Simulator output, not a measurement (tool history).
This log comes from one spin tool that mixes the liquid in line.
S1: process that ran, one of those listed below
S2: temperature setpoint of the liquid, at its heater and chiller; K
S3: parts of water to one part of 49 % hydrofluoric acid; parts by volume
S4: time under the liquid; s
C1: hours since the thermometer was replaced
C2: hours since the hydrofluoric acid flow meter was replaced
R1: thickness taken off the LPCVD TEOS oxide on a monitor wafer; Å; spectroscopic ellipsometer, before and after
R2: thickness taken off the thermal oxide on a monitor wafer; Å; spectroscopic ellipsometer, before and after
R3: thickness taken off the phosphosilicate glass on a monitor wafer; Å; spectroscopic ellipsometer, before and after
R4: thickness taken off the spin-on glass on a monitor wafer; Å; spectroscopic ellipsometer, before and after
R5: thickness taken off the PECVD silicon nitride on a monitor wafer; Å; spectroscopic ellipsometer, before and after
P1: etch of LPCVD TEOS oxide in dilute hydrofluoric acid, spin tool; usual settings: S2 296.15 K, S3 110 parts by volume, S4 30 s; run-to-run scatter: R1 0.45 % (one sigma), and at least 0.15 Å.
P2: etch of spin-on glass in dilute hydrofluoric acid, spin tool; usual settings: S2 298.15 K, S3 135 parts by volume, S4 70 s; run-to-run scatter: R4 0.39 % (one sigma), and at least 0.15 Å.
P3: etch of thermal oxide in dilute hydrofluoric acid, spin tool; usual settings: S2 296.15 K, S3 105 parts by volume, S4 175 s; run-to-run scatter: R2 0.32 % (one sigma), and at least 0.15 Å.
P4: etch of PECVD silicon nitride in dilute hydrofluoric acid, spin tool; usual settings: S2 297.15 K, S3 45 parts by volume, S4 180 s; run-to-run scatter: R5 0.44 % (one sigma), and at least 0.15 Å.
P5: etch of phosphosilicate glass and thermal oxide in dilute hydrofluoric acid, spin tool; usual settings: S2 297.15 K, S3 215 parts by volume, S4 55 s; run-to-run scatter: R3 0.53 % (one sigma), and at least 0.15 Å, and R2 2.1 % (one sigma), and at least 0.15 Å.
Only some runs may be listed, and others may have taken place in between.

run   hour  S1      S2   S3   S4      C1      C2       R1        R2      R3      R4       R5
  1    8.6  P1  296.15  110   30   888.0   601.1   74.175
  2   17.5  P1  296.15  110   30   896.9   610.0   74.045
  3   35.0  P3  296.15  105   15   914.4   627.5             6.4929
  4   45.3  P1  296.15   30   30   924.7   637.8  300.660
  5   61.4  P5  297.15  215  100   940.8   653.9            18.6200  437.73
  6   73.3  P2  291.65  135   70   952.7   665.8                             173.28
  7   90.8  P1  296.15  110   15   970.2   683.3   37.069
  8  105.3  P1  296.15  110   30   984.7   697.8   74.612
  9  117.0  P1  296.15  185   55   996.4   709.5   74.681
 10  127.7  P4  297.15   70  180  1007.1   720.2                                      46.318
 11  137.6  P1  296.15  170   30  1017.0   730.1   45.219
 12  154.6  P3  291.65  105  175  1034.0   747.1            63.2330
 13  168.5  P1  301.65  110   30  1047.9   761.0   92.085
 14  185.1  P1  296.15  110   30  1064.5   777.6   74.453
 15  199.5  P5  297.15  375   55  1078.9   792.0             5.1206  117.50
 16  207.9  P1  296.15  110   45  1087.3   800.4  112.120
 17  224.1  P4  297.15   45  180  1103.5   816.6                                      70.839
 18  236.1  P3  296.15   60  175  1115.5   828.6           139.6500
 19  247.5  P3  296.15  105  175  1126.9   840.0            75.9000
 20  256.3  P2  298.15  135   70  1135.7   848.8                             225.82
 21  273.4  P4  297.15   45  350  1152.8   865.9                                     138.010
 22  290.8  P1  290.15  110   30  1170.2   883.3   57.868
 23  304.5  P1  300.15  110   45  1183.9   897.0  131.320
 24  316.5  P2  298.15  210   70  1195.9   909.0                             132.32
 25  325.5  P5  301.65  215   55  1204.9   918.0            12.5560  280.27
 26  343.3  P5  297.15  215   55  1222.7   935.8            10.2210  237.45
 27  359.4  P3  296.15  105  175  1238.8   951.9            75.6350
 28  374.7  P1  296.15  110   30  1254.1   967.2   74.592
 29  383.5  P4  303.15   45  180  1262.9   976.0                                     105.650
 30  400.5  P2  298.15  135  125  1279.9   993.0                             400.03
 31  418.5  P1  296.15  155   55  1297.9  1011.0   91.504
 32  427.2  P1  296.15  110   30  1306.6  1019.7   74.838
 33  438.1  P1  296.15  110   30  1317.5  1030.6   75.897
 34  450.6  P1  296.15  110   30  1330.0  1043.1   77.232
 35  463.8  P1  296.15  110   30  1343.2  1056.3   77.878
 36  480.8  P1  296.15  110   30  1360.2  1073.3   78.138
 37  495.4  P1  296.15  110   30  1374.8  1087.9   78.377
 38  512.9  P1  296.15  110   30  1392.3  1105.4   78.935
 39  529.1  P1  296.15  110   30  1408.5  1121.6   79.030
 40  542.8  P1  296.15  110   30  1422.2  1135.3   78.647

Something has made what P1 gives creep away from where it was; the 2 causes below, each at its own stated size, fit the log equally well:
A: hydrofluoric acid flow above the setpoint (%) = 5.14
B: liquid hotter than its thermometer reads (K) = 1.44
The gradual shift began around hour 427.2.

4 check runs are offered, one wafer each, their results left as question marks. Which one tells the causes apart?
check 1  556.5  P4  297.15   45  180                           ?
check 2  556.5  P3  296.15  105  175               ?
check 3  556.5  P5  297.15  215   55               ?   ?
check 4  556.5  P2  298.15  135   70                       ?

How each check would come out, cause by cause:
  check  result     if A     if B
check 1      R5   74.220   77.862
check 2      R2  80.2770  80.3390
check 3      R2  11.0310  10.9320
check 3      R3   254.16   251.88
check 4      R4   237.63   236.84
Per-check spread between the two closest causes, in the result where they differ most: check 1 4.79 %; check 2 0.08 %; check 3 0.9 %; check 4 0.33 %
Of the check runs offered, only check 1 discriminates between the causes; the rest would read about the same regardless of which cause applies.

Here is what check 1 returned: R5 73.892 Å. Which cause is it?

Of the candidate causes, it is A: hydrofluoric acid flow above the setpoint (%).

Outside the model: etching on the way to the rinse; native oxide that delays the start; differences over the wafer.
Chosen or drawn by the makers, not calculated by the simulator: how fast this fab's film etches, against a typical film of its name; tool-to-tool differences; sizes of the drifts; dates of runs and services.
